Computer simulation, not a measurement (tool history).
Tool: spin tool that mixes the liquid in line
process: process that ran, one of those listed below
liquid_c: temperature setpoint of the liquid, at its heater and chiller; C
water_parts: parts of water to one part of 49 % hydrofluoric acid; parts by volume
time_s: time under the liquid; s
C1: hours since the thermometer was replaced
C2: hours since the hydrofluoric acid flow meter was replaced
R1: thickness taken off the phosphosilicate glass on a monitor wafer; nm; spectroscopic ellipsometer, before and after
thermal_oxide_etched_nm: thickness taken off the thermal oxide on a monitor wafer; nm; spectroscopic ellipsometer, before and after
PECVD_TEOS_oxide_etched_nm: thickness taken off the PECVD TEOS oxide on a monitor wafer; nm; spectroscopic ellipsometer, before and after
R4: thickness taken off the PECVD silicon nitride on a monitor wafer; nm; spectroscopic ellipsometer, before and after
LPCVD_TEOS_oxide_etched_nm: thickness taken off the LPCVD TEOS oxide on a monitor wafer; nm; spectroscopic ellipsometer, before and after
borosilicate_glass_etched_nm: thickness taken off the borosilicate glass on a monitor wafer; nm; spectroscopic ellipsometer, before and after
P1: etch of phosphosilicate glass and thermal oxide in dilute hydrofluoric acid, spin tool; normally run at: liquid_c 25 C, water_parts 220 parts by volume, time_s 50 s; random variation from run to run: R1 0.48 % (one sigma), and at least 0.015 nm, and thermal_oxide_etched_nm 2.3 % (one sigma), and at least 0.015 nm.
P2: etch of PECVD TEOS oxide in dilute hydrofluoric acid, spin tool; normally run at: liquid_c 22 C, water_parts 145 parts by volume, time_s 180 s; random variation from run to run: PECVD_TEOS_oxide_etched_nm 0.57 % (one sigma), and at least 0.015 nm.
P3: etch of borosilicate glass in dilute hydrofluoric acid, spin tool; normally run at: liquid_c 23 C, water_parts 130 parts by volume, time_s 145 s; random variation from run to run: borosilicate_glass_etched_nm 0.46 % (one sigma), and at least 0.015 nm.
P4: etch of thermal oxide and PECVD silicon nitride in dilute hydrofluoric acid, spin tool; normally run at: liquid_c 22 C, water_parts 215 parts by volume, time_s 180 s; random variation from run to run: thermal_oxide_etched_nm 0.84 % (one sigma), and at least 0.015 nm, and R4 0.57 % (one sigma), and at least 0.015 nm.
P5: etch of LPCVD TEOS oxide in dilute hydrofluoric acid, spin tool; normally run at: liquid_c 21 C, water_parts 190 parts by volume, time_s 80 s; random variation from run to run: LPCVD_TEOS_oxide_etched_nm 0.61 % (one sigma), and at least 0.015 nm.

run 1 hour=11.9 | process=P1 liquid_c=25 water_parts=220 time_s=50 | C1=317.5 C2=811.2 | R1=33.769 thermal_oxide_etched_nm=0.90597
run 2 hour=21.7 | process=P2 liquid_c=22 water_parts=145 time_s=180 | C1=327.3 C2=821 | PECVD_TEOS_oxide_etched_nm=22.273
run 3 hour=30.4 | process=P2 liquid_c=22 water_parts=260 time_s=180 | C1=336 C2=829.7 | PECVD_TEOS_oxide_etched_nm=11.138
run 4 hour=38.7 | process=P2 liquid_c=28 water_parts=145 time_s=180 | C1=344.3 C2=838 | PECVD_TEOS_oxide_etched_nm=28.035
run 5 hour=47.6 | process=P1 liquid_c=29.5 water_parts=220 time_s=50 | C1=353.2 C2=846.9 | R1=39.224 thermal_oxide_etched_nm=1.09
run 6 hour=58.6 | process=P2 liquid_c=22 water_parts=145 time_s=180 | C1=364.2 C2=857.9 | PECVD_TEOS_oxide_etched_nm=22.433
run 7 hour=69.1 | process=P4 liquid_c=22 water_parts=215 time_s=180 | C1=374.7 C2=868.4 | thermal_oxide_etched_nm=3.1546 R4=4.3357
run 8 hour=75.6 | process=P4 liquid_c=22 water_parts=215 time_s=280 | C1=381.2 C2=874.9 | thermal_oxide_etched_nm=4.8003 R4=6.6807
run 9 hour=83.8 | process=P4 liquid_c=22 water_parts=325 time_s=180 | C1=389.4 C2=883.1 | thermal_oxide_etched_nm=1.8896 R4=2.8907
run 10 hour=91.5 | process=P1 liquid_c=19.5 water_parts=220 time_s=50 | C1=397.1 C2=890.8 | R1=27.335 thermal_oxide_etched_nm=0.76985
run 11 hour=99 | process=P1 liquid_c=25 water_parts=220 time_s=95 | C1=404.6 C2=898.3 | R1=64.316 thermal_oxide_etched_nm=1.7903
run 12 hour=109.4 | process=P1 liquid_c=25 water_parts=220 time_s=50 | C1=415 C2=908.7 | R1=33.932 thermal_oxide_etched_nm=0.91956
run 13 hour=122.3 | process=P5 liquid_c=21 water_parts=35 time_s=80 | C1=427.9 C2=921.6 | LPCVD_TEOS_oxide_etched_nm=36.82
run 14 hour=131.6 | process=P1 liquid_c=25 water_parts=220 time_s=15 | C1=437.2 C2=930.9 | R1=10.198 thermal_oxide_etched_nm=0.28985
run 15 hour=140.6 | process=P3 liquid_c=23 water_parts=130 time_s=145 | C1=446.2 C2=939.9 | borosilicate_glass_etched_nm=31.888
run 16 hour=149.4 | process=P5 liquid_c=21 water_parts=190 time_s=15 | C1=455 C2=948.7 | LPCVD_TEOS_oxide_etched_nm=1.0689
run 17 hour=161.8 | process=P5 liquid_c=21 water_parts=190 time_s=80 | C1=467.4 C2=961.1 | LPCVD_TEOS_oxide_etched_nm=5.7063
run 18 hour=173.3 | process=P1 liquid_c=25 water_parts=375 time_s=50 | C1=478.9 C2=972.6 | R1=16.904 thermal_oxide_etched_nm=0.43822
run 19 hour=181.6 | process=P1 liquid_c=25 water_parts=220 time_s=50 | C1=487.2 C2=980.9 | R1=33.776 thermal_oxide_etched_nm=0.92502
run 20 hour=193.8 | process=P4 liquid_c=22 water_parts=215 time_s=180 | C1=499.4 C2=993.1 | thermal_oxide_etched_nm=3.1404 R4=4.2972
run 21 hour=201.5 | process=P1 liquid_c=25 water_parts=370 time_s=75 | C1=507.1 C2=1000.8 | R1=25.97 thermal_oxide_etched_nm=0.69697
run 22 hour=211.8 | process=P1 liquid_c=25 water_parts=220 time_s=50 | C1=517.4 C2=1011.1 | R1=33.598 thermal_oxide_etched_nm=0.97619
run 23 hour=220.8 | process=P2 liquid_c=22 water_parts=145 time_s=25 | C1=526.4 C2=1020.1 | PECVD_TEOS_oxide_etched_nm=3.1234
run 24 hour=231.4 | process=P1 liquid_c=25 water_parts=220 time_s=50 | C1=537 C2=1030.7 | R1=33.975 thermal_oxide_etched_nm=0.91616
run 25 hour=243.1 | process=P1 liquid_c=25 water_parts=50 time_s=50 | C1=548.7 C2=1042.4 | R1=181.88 thermal_oxide_etched_nm=4.9771
run 26 hour=255.2 | process=P5 liquid_c=17 water_parts=190 time_s=80 | C1=560.8 C2=1054.5 | LPCVD_TEOS_oxide_etched_nm=4.8666
run 27 hour=267.4 | process=P1 liquid_c=25 water_parts=220 time_s=50 | C1=573 C2=1066.7 | R1=33.87 thermal_oxide_etched_nm=0.95652
run 28 hour=275.5 | process=P3 liquid_c=23 water_parts=130 time_s=285 | C1=581.1 C2=1074.8 | borosilicate_glass_etched_nm=63.246
run 29 hour=288 | process=P4 liquid_c=27.5 water_parts=215 time_s=180 | C1=593.6 C2=1087.3 | thermal_oxide_etched_nm=3.8054 R4=6.0388
run 30 hour=297 | process=P3 liquid_c=29.5 water_parts=130 time_s=145 | C1=602.6 C2=1096.3 | borosilicate_glass_etched_nm=40.942
run 31 hour=304.4 | process=P3 liquid_c=23 water_parts=200 time_s=145 | C1=610 C2=1103.7 | borosilicate_glass_etched_nm=19.368
run 32 hour=311.3 | process=P1 liquid_c=25 water_parts=220 time_s=50 | C1=616.9 C2=1110.6 | R1=33.815 thermal_oxide_etched_nm=0.93022
run 33 hour=322.5 | process=P1 liquid_c=25 water_parts=220 time_s=50 | C1=628.1 C2=1121.8 | R1=35.14 thermal_oxide_etched_nm=0.99114
run 34 hour=330.6 | process=P1 liquid_c=25 water_parts=220 time_s=50 | C1=636.2 C2=1129.9 | R1=35.287 thermal_oxide_etched_nm=0.96843
run 35 hour=341.8 | process=P1 liquid_c=25 water_parts=220 time_s=50 | C1=647.4 C2=1141.1 | R1=35.726 thermal_oxide_etched_nm=0.99874
run 36 hour=350 | process=P1 liquid_c=25 water_parts=220 time_s=50 | C1=655.6 C2=1149.3 | R1=35.971 thermal_oxide_etched_nm=0.9705
run 37 hour=356.3 | process=P1 liquid_c=25 water_parts=220 time_s=50 | C1=661.9 C2=1155.6 | R1=35.909 thermal_oxide_etched_nm=0.98727
run 38 hour=362.6 | process=P1 liquid_c=25 water_parts=220 time_s=50 | C1=668.2 C2=1161.9 | R1=36.059 thermal_oxide_etched_nm=0.98048
run 39 hour=373.6 | process=P1 liquid_c=25 water_parts=220 time_s=50 | C1=679.2 C2=1172.9 | R1=36.271 thermal_oxide_etched_nm=0.99181

What P1 gives has crept away from where it was. These 2 causes fit the log equally well, each at the size given:
A: liquid hotter than its thermometer reads (K) = 1.88
B: hydrofluoric acid flow above the setpoint (%) = 5.58
The creep began at about hour 311.3.

4 check runs are offered, one wafer each, their results left as question marks. Which one tells the causes apart?
run check 1 hour=384.6 | process=P3 liquid_c=28.5 water_parts=130 time_s=280 | borosilicate_glass_etched_nm=?
run check 2 hour=384.6 | process=P5 liquid_c=21 water_parts=125 time_s=80 | LPCVD_TEOS_oxide_etched_nm=?
run check 3 hour=384.6 | process=P2 liquid_c=22 water_parts=210 time_s=60 | PECVD_TEOS_oxide_etched_nm=?
run check 4 hour=384.6 | process=P4 liquid_c=22 water_parts=215 time_s=265 | thermal_oxide_etched_nm=? R4=?

What each check would give under each cause:
check=check_1 result=borosilicate_glass_etched_nm if_A=81.969 if_B=81.495
check=check_2 result=LPCVD_TEOS_oxide_etched_nm if_A=9.9854 if_B=9.8569
check=check_3 result=PECVD_TEOS_oxide_etched_nm if_A=5.1659 if_B=5.1442
check=check_4 result=thermal_oxide_etched_nm if_A=4.9589 if_B=4.9401
check=check_4 result=R4 if_A=7.1507 if_B=6.6927
How far apart the two closest causes lie, in the result that separates them most: check 1 0.58 %; check 2 1.3 %; check 3 0.42 %; check 4 6.62 %
Only check 4 tells the causes apart: in the others they would give nearly the same result.

Check 4 was then run and gave: thermal_oxide_etched_nm 4.9649 nm; R4 7.1371 nm. Which cause is it?

It is A: liquid hotter than its thermometer reads (K).
